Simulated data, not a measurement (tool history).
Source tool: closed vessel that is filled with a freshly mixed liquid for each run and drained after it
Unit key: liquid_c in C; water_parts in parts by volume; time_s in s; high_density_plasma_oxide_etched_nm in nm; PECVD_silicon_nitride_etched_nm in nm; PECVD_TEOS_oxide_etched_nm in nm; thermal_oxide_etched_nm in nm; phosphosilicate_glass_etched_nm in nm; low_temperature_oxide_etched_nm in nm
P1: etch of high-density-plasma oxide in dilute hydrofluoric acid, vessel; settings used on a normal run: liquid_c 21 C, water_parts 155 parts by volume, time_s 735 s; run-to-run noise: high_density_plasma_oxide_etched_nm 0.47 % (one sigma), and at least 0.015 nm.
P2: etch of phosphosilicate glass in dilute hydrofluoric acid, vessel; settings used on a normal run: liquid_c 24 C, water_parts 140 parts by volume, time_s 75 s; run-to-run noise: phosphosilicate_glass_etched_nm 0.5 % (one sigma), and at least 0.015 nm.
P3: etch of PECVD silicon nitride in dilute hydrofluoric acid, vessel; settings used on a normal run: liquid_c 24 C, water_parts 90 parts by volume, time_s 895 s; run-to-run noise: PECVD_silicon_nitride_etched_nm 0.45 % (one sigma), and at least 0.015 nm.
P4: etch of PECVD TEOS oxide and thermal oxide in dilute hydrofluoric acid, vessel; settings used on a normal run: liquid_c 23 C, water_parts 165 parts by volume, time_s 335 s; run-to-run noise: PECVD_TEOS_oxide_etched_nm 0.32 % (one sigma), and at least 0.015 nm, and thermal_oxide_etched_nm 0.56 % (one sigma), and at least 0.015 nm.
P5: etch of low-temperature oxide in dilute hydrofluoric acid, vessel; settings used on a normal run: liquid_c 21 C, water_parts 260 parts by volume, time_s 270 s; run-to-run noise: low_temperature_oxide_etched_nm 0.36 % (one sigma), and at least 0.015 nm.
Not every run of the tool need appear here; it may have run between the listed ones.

| run | hour | process | liquid_c | water_parts | time_s | hours since the thermometer was replaced | hours since the hydrofluoric acid flow meter was replaced | high_density_plasma_oxide_etched_nm | PECVD_silicon_nitride_etched_nm | PECVD_TEOS_oxide_etched_nm | thermal_oxide_etched_nm | phosphosilicate_glass_etched_nm | low_temperature_oxide_etched_nm |
|---|---|---|---|---|---|---|---|---|---|---|---|---|---|
| 1 | 3.9 | P1 | 21 | 155 | 735 | 791 | 300.6 | 21.663 |  |  |  |  |  |
| 2 | 6.6 | P3 | 18 | 90 | 895 | 793.7 | 303.3 |  | 24.965 |  |  |  |  |
| 3 | 11 | P4 | 23 | 165 | 335 | 798.1 | 307.7 |  |  | 29.816 | 8.4142 |  |  |
| 4 | 14.1 | P1 | 21 | 155 | 735 | 801.2 | 310.8 | 21.857 |  |  |  |  |  |
| 5 | 18.4 | P3 | 24 | 90 | 895 | 805.5 | 315.1 |  | 37.69 |  |  |  |  |
| 6 | 22.8 | P3 | 24 | 25 | 895 | 809.9 | 319.5 |  | 131.9 |  |  |  |  |
| 7 | 24.8 | P1 | 21 | 155 | 735 | 811.9 | 321.5 | 21.803 |  |  |  |  |  |
| 8 | 27.8 | P1 | 21 | 155 | 1385 | 814.9 | 324.5 | 40.654 |  |  |  |  |  |
| 9 | 29.8 | P1 | 21 | 50 | 735 | 816.9 | 326.5 | 75.858 |  |  |  |  |  |
| 10 | 32.4 | P1 | 21 | 155 | 735 | 819.5 | 329.1 | 21.669 |  |  |  |  |  |
| 11 | 36.4 | P1 | 21 | 155 | 735 | 823.5 | 333.1 | 21.656 |  |  |  |  |  |
| 12 | 39 | P2 | 24 | 140 | 150 | 826.1 | 335.7 |  |  |  |  | 73.617 |  |
| 13 | 42 | P1 | 28.5 | 155 | 735 | 829.1 | 338.7 | 28.585 |  |  |  |  |  |
| 14 | 46.4 | P3 | 24 | 90 | 895 | 833.5 | 343.1 |  | 37.761 |  |  |  |  |
| 15 | 49.2 | P2 | 31.5 | 140 | 75 | 836.3 | 345.9 |  |  |  |  | 48.514 |  |
| 16 | 52.7 | P2 | 24 | 200 | 75 | 839.8 | 349.4 |  |  |  |  | 23.945 |  |
| 17 | 56 | P2 | 24 | 140 | 75 | 843.1 | 352.7 |  |  |  |  | 36.66 |  |
| 18 | 59.9 | P5 | 21 | 260 | 270 | 847 | 356.6 |  |  |  |  |  | 12.049 |
| 19 | 62.8 | P5 | 21 | 390 | 270 | 849.9 | 359.5 |  |  |  |  |  | 7.0716 |
|  | 63.8 | thermometer replaced |
| 20 | 65 | P4 | 23 | 165 | 30 | 1.2 | 361.7 |  |  | 2.6577 | 0.74388 |  |  |
| 21 | 69 | P1 | 21 | 155 | 735 | 5.2 | 365.7 | 21.632 |  |  |  |  |  |
| 22 | 71.2 | P3 | 24 | 90 | 255 | 7.4 | 367.9 |  | 10.768 |  |  |  |  |
| 23 | 75.5 | P5 | 21 | 260 | 270 | 11.7 | 372.2 |  |  |  |  |  | 11.977 |
| 24 | 79.2 | P1 | 17 | 155 | 735 | 15.4 | 375.9 | 18.286 |  |  |  |  |  |
| 25 | 81.2 | P5 | 21 | 260 | 105 | 17.4 | 377.9 |  |  |  |  |  | 4.6782 |
| 26 | 83.8 | P4 | 17 | 165 | 335 | 20 | 380.5 |  |  | 23.579 | 6.5881 |  |  |
| 27 | 87.1 | P1 | 21 | 155 | 355 | 23.3 | 383.8 | 10.448 |  |  |  |  |  |
| 28 | 89.1 | P4 | 23 | 55 | 335 | 25.3 | 385.8 |  |  | 102.26 | 28.497 |  |  |

Run 29 comes next. What will it give?
| 29 | 91.1 | P5 | 27 | 260 | 270 | 27.3 | 387.8 |  |  |  |  |  | ? |

low_temperature_oxide_etched_nm: 14.89 nm
